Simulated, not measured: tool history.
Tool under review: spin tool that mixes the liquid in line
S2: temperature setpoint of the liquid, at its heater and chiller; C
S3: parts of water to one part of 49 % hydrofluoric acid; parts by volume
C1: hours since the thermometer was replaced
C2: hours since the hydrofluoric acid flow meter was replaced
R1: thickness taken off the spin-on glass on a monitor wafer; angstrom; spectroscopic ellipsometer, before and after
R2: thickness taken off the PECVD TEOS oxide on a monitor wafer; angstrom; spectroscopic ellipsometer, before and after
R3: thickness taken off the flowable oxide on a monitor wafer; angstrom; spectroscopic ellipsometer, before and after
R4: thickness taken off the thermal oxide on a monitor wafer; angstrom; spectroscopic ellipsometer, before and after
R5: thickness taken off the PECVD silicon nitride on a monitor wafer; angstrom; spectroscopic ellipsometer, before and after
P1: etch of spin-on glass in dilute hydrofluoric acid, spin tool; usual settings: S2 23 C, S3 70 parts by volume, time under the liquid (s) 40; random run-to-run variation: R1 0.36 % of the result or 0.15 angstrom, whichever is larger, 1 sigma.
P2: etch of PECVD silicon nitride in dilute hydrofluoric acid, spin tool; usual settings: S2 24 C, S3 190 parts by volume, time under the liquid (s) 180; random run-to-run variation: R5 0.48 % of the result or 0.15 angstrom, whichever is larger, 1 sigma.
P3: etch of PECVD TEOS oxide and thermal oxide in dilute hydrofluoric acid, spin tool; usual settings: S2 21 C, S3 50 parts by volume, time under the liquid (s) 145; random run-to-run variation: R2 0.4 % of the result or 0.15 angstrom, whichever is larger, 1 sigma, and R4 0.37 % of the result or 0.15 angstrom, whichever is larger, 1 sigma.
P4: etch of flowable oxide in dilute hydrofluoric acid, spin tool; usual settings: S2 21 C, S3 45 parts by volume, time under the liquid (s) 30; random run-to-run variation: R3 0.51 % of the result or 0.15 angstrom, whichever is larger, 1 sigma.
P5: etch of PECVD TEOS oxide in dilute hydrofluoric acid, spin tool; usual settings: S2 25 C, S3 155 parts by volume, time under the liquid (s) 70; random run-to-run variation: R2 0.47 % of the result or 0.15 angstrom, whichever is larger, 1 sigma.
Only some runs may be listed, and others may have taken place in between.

{"run": 1, "hour": 6.5, "process that ran": "P1", "S2": 23, "S3": 70, "time under the liquid (s)": 40, "C1": 1659.5, "C2": 979.7, "R1": 251.82}
{"run": 2, "hour": 10.2, "process that ran": "P5", "S2": 32, "S3": 155, "time under the liquid (s)": 70, "C1": 1663.2, "C2": 983.4, "R2": 60.338}
{"run": 3, "hour": 13.3, "process that ran": "P4", "S2": 21, "S3": 45, "time under the liquid (s)": 55, "C1": 1666.3, "C2": 986.5, "R3": 339.89}
{"run": 4, "hour": 18.3, "process that ran": "P1", "S2": 23, "S3": 120, "time under the liquid (s)": 40, "C1": 1671.3, "C2": 991.5, "R1": 137.15}
{"run": 5, "hour": 24.6, "process that ran": "P4", "S2": 21, "S3": 45, "time under the liquid (s)": 30, "C1": 1677.6, "C2": 997.8, "R3": 187.46}
{"run": 6, "hour": 30.4, "process that ran": "P1", "S2": 23, "S3": 70, "time under the liquid (s)": 70, "C1": 1683.4, "C2": 1003.6, "R1": 437.43}
{"run": 7, "hour": 34.1, "process that ran": "P3", "S2": 21, "S3": 25, "time under the liquid (s)": 145, "C1": 1687.1, "C2": 1007.3, "R2": 876.49, "R4": 267.51}
{"run": 8, "hour": 40.6, "process that ran": "P5", "S2": 25, "S3": 155, "time under the liquid (s)": 20, "C1": 1693.6, "C2": 1013.8, "R2": 13.162}
{"run": 9, "hour": 44.3, "process that ran": "P1", "S2": 23, "S3": 20, "time under the liquid (s)": 40, "C1": 1697.3, "C2": 1017.5, "R1": 933}
{"run": 10, "hour": 47.8, "process that ran": "P1", "S2": 23, "S3": 70, "time under the liquid (s)": 40, "C1": 1700.8, "C2": 1021, "R1": 251.29}
{"run": 11, "hour": 54.5, "process that ran": "P3", "S2": 27.5, "S3": 50, "time under the liquid (s)": 145, "C1": 1707.5, "C2": 1027.7, "R2": 559.61, "R4": 168.58}
{"run": 12, "hour": 61.1, "process that ran": "P4", "S2": 21, "S3": 25, "time under the liquid (s)": 30, "C1": 1714.1, "C2": 1034.3, "R3": 346.35}
{"run": 13, "hour": 66.4, "process that ran": "P5", "S2": 25, "S3": 60, "time under the liquid (s)": 70, "C1": 1719.4, "C2": 1039.6, "R2": 136.15}
{"run": 14, "hour": 71.5, "process that ran": "P1", "S2": 27, "S3": 110, "time under the liquid (s)": 40, "C1": 1724.5, "C2": 1044.7, "R1": 176.56}
{"run": 15, "hour": 76.9, "process that ran": "P3", "S2": 21, "S3": 50, "time under the liquid (s)": 50, "C1": 1729.9, "C2": 1050.1, "R2": 147.38, "R4": 44.616}
{"run": 16, "hour": 82.1, "process that ran": "P2", "S2": 24, "S3": 190, "time under the liquid (s)": 40, "C1": 1735.1, "C2": 1055.3, "R5": 12.877}
{"run": 17, "hour": 85.9, "process that ran": "P1", "S2": 23, "S3": 70, "time under the liquid (s)": 40, "C1": 1738.9, "C2": 1059.1, "R1": 249.9}
{"run": 18, "hour": 90.8, "process that ran": "P4", "S2": 21, "S3": 45, "time under the liquid (s)": 30, "C1": 1743.8, "C2": 1064, "R3": 188.12}
{"run": 19, "hour": 94.8, "process that ran": "P1", "S2": 19.5, "S3": 70, "time under the liquid (s)": 60, "C1": 1747.8, "C2": 1068, "R1": 324.46}
{"run": 20, "hour": 100.7, "process that ran": "P1", "S2": 23, "S3": 70, "time under the liquid (s)": 40, "C1": 1753.7, "C2": 1073.9, "R1": 251.06}
{"run": 21, "hour": 107.8, "process that ran": "P4", "S2": 26.5, "S3": 45, "time under the liquid (s)": 30, "C1": 1760.8, "C2": 1081, "R3": 235.3}
{"run": 22, "hour": 113.0, "process that ran": "P5", "S2": 25, "S3": 155, "time under the liquid (s)": 70, "C1": 1766, "C2": 1086.2, "R2": 47.118}
{"run": 23, "hour": 119.3, "process that ran": "P2", "S2": 19.5, "S3": 190, "time under the liquid (s)": 180, "C1": 1772.3, "C2": 1092.5, "R5": 42.156}
{"run": 24, "hour": 124.0, "process that ran": "P1", "S2": 23, "S3": 70, "time under the liquid (s)": 15, "C1": 1777, "C2": 1097.2, "R1": 93.962}
{"run": 25, "hour": 128.7, "process that ran": "P2", "S2": 24, "S3": 190, "time under the liquid (s)": 180, "C1": 1781.7, "C2": 1101.9, "R5": 56.843}
{"run": 26, "hour": 135.1, "process that ran": "P2", "S2": 24, "S3": 350, "time under the liquid (s)": 180, "C1": 1788.1, "C2": 1108.3, "R5": 30.949}
{"run": 27, "hour": 139.4, "process that ran": "P1", "S2": 31.5, "S3": 70, "time under the liquid (s)": 40, "C1": 1792.4, "C2": 1112.6, "R1": 350.29}
{"run": 28, "hour": 143.8, "process that ran": "P1", "S2": 17, "S3": 70, "time under the liquid (s)": 40, "C1": 1796.8, "C2": 1117, "R1": 194.07}
{"run": 29, "hour": 151.0, "process that ran": "P3", "S2": 21, "S3": 50, "time under the liquid (s)": 145, "C1": 1804, "C2": 1124.2, "R2": 427.82, "R4": 129.69}
{"run": 30, "hour": 155.5, "process that ran": "P1", "S2": 23, "S3": 70, "time under the liquid (s)": 40, "C1": 1808.5, "C2": 1128.7, "R1": 252.51}
{"run": 31, "hour": 159.9, "process that ran": "P1", "S2": 23, "S3": 70, "time under the liquid (s)": 40, "C1": 1812.9, "C2": 1133.1, "R1": 240.67}
{"run": 32, "hour": 165.9, "process that ran": "P1", "S2": 23, "S3": 70, "time under the liquid (s)": 40, "C1": 1818.9, "C2": 1139.1, "R1": 236.76}
{"run": 33, "hour": 171.9, "process that ran": "P1", "S2": 23, "S3": 70, "time under the liquid (s)": 40, "C1": 1824.9, "C2": 1145.1, "R1": 232.86}
{"run": 34, "hour": 178.5, "process that ran": "P1", "S2": 23, "S3": 70, "time under the liquid (s)": 40, "C1": 1831.5, "C2": 1151.7, "R1": 230.64}
{"run": 35, "hour": 184.2, "process that ran": "P1", "S2": 23, "S3": 70, "time under the liquid (s)": 40, "C1": 1837.2, "C2": 1157.4, "R1": 228.72}
{"run": 36, "hour": 189.5, "process that ran": "P1", "S2": 23, "S3": 70, "time under the liquid (s)": 40, "C1": 1842.5, "C2": 1162.7, "R1": 229.08}
{"run": 37, "hour": 193.6, "process that ran": "P1", "S2": 23, "S3": 70, "time under the liquid (s)": 40, "C1": 1846.6, "C2": 1166.8, "R1": 228.75}

The log shows P1 creeping away from where it was. Any of the 2 causes listed here, at the size stated for it, fits the log just as well as the others:
A: hydrofluoric acid flow below the setpoint (%) = 8.05
B: liquid colder than its thermometer reads (K) = 2.23
The creep began at about hour 155.5.

Listed below are the offered check runs, one wafer per run, with question marks in place of results. For which of them would the causes give clearly different outcomes?
{"run": "check 1", "hour": 197.7, "process that ran": "P3", "S2": 21, "S3": 50, "time under the liquid (s)": 145, "R2": "?", "R4": "?"}
{"run": "check 2", "hour": 197.7, "process that ran": "P4", "S2": 21, "S3": 45, "time under the liquid (s)": 30, "R3": "?"}
{"run": "check 3", "hour": 197.7, "process that ran": "P5", "S2": 25, "S3": 155, "time under the liquid (s)": 70, "R2": "?"}
{"run": "check 4", "hour": 197.7, "process that ran": "P2", "S2": 24, "S3": 190, "time under the liquid (s)": 180, "R5": "?"}

Outcome of each check run for each possible cause:
check=check_1 result=R2 if_A=391 if_B=388.87
check=check_1 result=R4 if_A=118.59 if_B=117.95
check=check_2 result=R3 if_A=171.18 if_B=170.09
check=check_3 result=R2 if_A=42.256 if_B=42.874
check=check_4 result=R5 if_A=52.084 if_B=49.053
Per-check spread between the two closest causes, in the result where they differ most: check 1 0.54 %; check 2 0.63 %; check 3 1.45 %; check 4 6 %
The causes can be told apart only by check 4. The other checks would give nearly the same results under each of them.

Here is what check 4 returned: R5 49.293 angstrom. Which cause is it?

B is the cause: liquid colder than its thermometer reads (K).
